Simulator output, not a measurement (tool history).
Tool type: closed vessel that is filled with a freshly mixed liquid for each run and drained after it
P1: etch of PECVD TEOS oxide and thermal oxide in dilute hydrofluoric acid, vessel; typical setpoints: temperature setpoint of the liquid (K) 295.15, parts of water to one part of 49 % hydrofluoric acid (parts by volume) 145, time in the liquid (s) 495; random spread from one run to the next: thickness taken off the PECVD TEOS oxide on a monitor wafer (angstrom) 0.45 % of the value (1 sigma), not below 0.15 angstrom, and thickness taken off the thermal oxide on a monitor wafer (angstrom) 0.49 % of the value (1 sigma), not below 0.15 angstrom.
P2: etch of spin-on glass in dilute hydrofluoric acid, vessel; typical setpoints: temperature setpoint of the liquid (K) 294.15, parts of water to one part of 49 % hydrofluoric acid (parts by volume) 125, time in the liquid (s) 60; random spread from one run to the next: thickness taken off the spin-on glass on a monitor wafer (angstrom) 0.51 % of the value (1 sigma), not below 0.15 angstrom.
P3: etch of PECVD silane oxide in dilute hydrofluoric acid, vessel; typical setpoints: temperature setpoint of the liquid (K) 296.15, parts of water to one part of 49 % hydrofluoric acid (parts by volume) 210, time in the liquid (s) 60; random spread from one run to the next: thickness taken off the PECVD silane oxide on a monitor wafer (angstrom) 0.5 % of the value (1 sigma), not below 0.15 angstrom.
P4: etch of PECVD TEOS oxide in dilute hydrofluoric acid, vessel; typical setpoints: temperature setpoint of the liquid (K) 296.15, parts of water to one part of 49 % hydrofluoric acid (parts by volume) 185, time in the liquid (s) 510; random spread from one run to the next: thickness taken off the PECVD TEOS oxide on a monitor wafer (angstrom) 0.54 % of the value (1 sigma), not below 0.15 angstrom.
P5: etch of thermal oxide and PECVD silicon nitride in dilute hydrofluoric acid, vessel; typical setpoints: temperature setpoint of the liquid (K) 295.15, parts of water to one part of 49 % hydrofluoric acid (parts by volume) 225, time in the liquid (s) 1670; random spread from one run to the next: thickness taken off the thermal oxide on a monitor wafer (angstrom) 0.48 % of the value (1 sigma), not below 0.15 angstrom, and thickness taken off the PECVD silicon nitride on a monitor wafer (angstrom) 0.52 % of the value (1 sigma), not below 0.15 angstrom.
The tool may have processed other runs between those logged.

run,hour,process that ran,temperature setpoint of the liquid (K),parts of water to one part of 49 % hydrofluoric acid (parts by volume),time in the liquid (s),hours since the thermometer was replaced,hours since the hydrofluoric acid flow meter was replaced,thickness taken off the PECVD TEOS oxide on a monitor wafer (angstrom),thickness taken off the thermal oxide on a monitor wafer (angstrom),thickness taken off the PECVD silane oxide on a monitor wafer (angstrom),thickness taken off the PECVD silicon nitride on a monitor wafer (angstrom),thickness taken off the spin-on glass on a monitor wafer (angstrom)
1,8.9,P1,295.15,145,495,1953.3,369,470.72,155.71,,,
2,13.2,P3,290.15,210,60,1957.6,373.3,,,95.962,,
3,21.6,P1,295.15,235,495,1966,381.7,265.57,88.061,,,
4,28.4,P3,296.15,210,60,1972.8,388.5,,,121.07,,
5,33.5,P5,295.15,225,1670,1977.9,393.6,,274.97,,111.7,
6,40.8,P4,296.15,185,510,1985.2,400.9,479.57,,,,
7,47.5,P2,301.15,125,60,1991.9,407.6,,,,,228.25
8,53.6,P4,290.15,185,510,1998,413.7,376.5,,,,
9,61.2,P1,295.15,145,495,2005.6,421.3,471.96,156.44,,,
10,69.1,P1,295.15,145,495,2013.5,429.2,473.41,155.89,,,
11,77.6,P1,295.15,145,495,2022,437.7,472.62,155.22,,,
12,86.5,P1,295.15,145,495,2030.9,446.6,473.65,156.93,,,
# hour 89.2: hydrofluoric acid flow meter replaced
13,91.4,P1,295.15,145,495,2035.8,2.2,474.63,157.7,,,
14,96.7,P2,294.15,80,60,2041.1,7.5,,,,,287.21
15,105.3,P1,295.15,245,880,2049.7,16.1,450.55,146.92,,,
16,110.2,P2,294.15,125,60,2054.6,21,,,,,174.18
17,119,P3,296.15,210,30,2063.4,29.8,,,60.792,,
18,123.8,P1,299.15,145,495,2068.2,34.6,556.13,181.42,,,
# hour 130.8: thermometer replaced
19,132.5,P5,295.15,225,320,1.7,43.3,,53.426,,21.16,
20,136.5,P1,295.15,75,495,5.7,47.3,990.52,326.06,,,
21,140.8,P5,295.15,125,1670,10,51.6,,552.64,,199.99,
22,148.4,P1,295.15,145,495,17.6,59.2,477.4,156.74,,,
23,156.7,P3,296.15,75,60,25.9,67.5,,,395.64,,
24,161,P1,295.15,145,100,30.2,71.8,96.262,31.816,,,
25,165.9,P5,290.15,225,1670,35.1,76.7,,229.6,,80.723,
26,174.6,P2,294.15,125,60,43.8,85.4,,,,,172.66
27,182.8,P4,296.15,185,50,52,93.6,47.156,,,,
28,191.6,P1,295.15,145,930,60.8,102.4,895.75,294.54,,,
29,199.1,P4,296.15,185,510,68.3,109.9,474.78,,,,
30,205.7,P1,290.15,145,495,74.9,116.5,388.64,127.62,,,
31,213.1,P2,294.15,125,30,82.3,123.9,,,,,86.981
32,221.8,P4,296.15,320,510,91,132.6,240.65,,,,
33,229.5,P1,295.15,145,495,98.7,140.3,474.06,156.74,,,
34,234.6,P1,295.15,145,495,103.8,145.4,458.6,151.25,,,
35,241.4,P1,295.15,145,495,110.6,152.2,451.28,148.95,,,
36,245.8,P1,295.15,145,495,115,156.6,449.52,147.61,,,
37,251.4,P1,295.15,145,495,120.6,162.2,442.27,147.4,,,
38,257.4,P1,295.15,145,495,126.6,168.2,447.18,146.35,,,
39,261.4,P1,295.15,145,495,130.6,172.2,445.27,147.09,,,
40,265.6,P1,295.15,145,495,134.8,176.4,440.38,146.89,,,
41,271.3,P1,295.15,145,495,140.5,182.1,442.28,146.71,,,
42,275.5,P1,295.15,145,495,144.7,186.3,442.02,146.35,,,

Compared with where it was, what P1 gives has crept away. Each cause listed below fits the log as well as the rest, at the size given for it:
A: liquid colder than its thermometer reads (K) = 1.76
B: hydrofluoric acid flow below the setpoint (%) = 5.79
The drift started at roughly hour 229.5.

Each of the 4 check runs below uses one wafer; its results are left as question marks. Which run tells the causes apart?
check 1,279.7,P4,290.15,240,510,,,?,,,,
check 2,279.7,P2,301.15,90,60,,,,,,,?
check 3,279.7,P5,295.15,225,875,,,,?,,?,
check 4,279.7,P3,290.15,210,35,,,,,?,,

If the cause were each of the candidates in turn, the checks would give the following:
check,result,if A,if B
check 1,thickness taken off the PECVD TEOS oxide on a monitor wafer (angstrom),258.29,257.49
check 2,thickness taken off the spin-on glass on a monitor wafer (angstrom),309.44,309.79
check 3,thickness taken off the thermal oxide on a monitor wafer (angstrom),135.09,134.11
check 3,thickness taken off the PECVD silicon nitride on a monitor wafer (angstrom),52.359,55.312
check 4,thickness taken off the PECVD silane oxide on a monitor wafer (angstrom),52.281,52.24
Distance between the nearest two causes, measured in the result of the check that separates them most: check 1 0.31 %; check 2 0.11 %; check 3 5.49 %; check 4 0.08 %
The other checks would show nearly matching results whichever cause is true, so check 3 is the only one that separates the causes.

With check 3 done, the readings were: thickness taken off the thermal oxide on a monitor wafer (angstrom) 135.56; thickness taken off the PECVD silicon nitride on a monitor wafer (angstrom) 52.362. Identify which of the listed causes applies.

It was cause A: liquid colder than its thermometer reads (K).
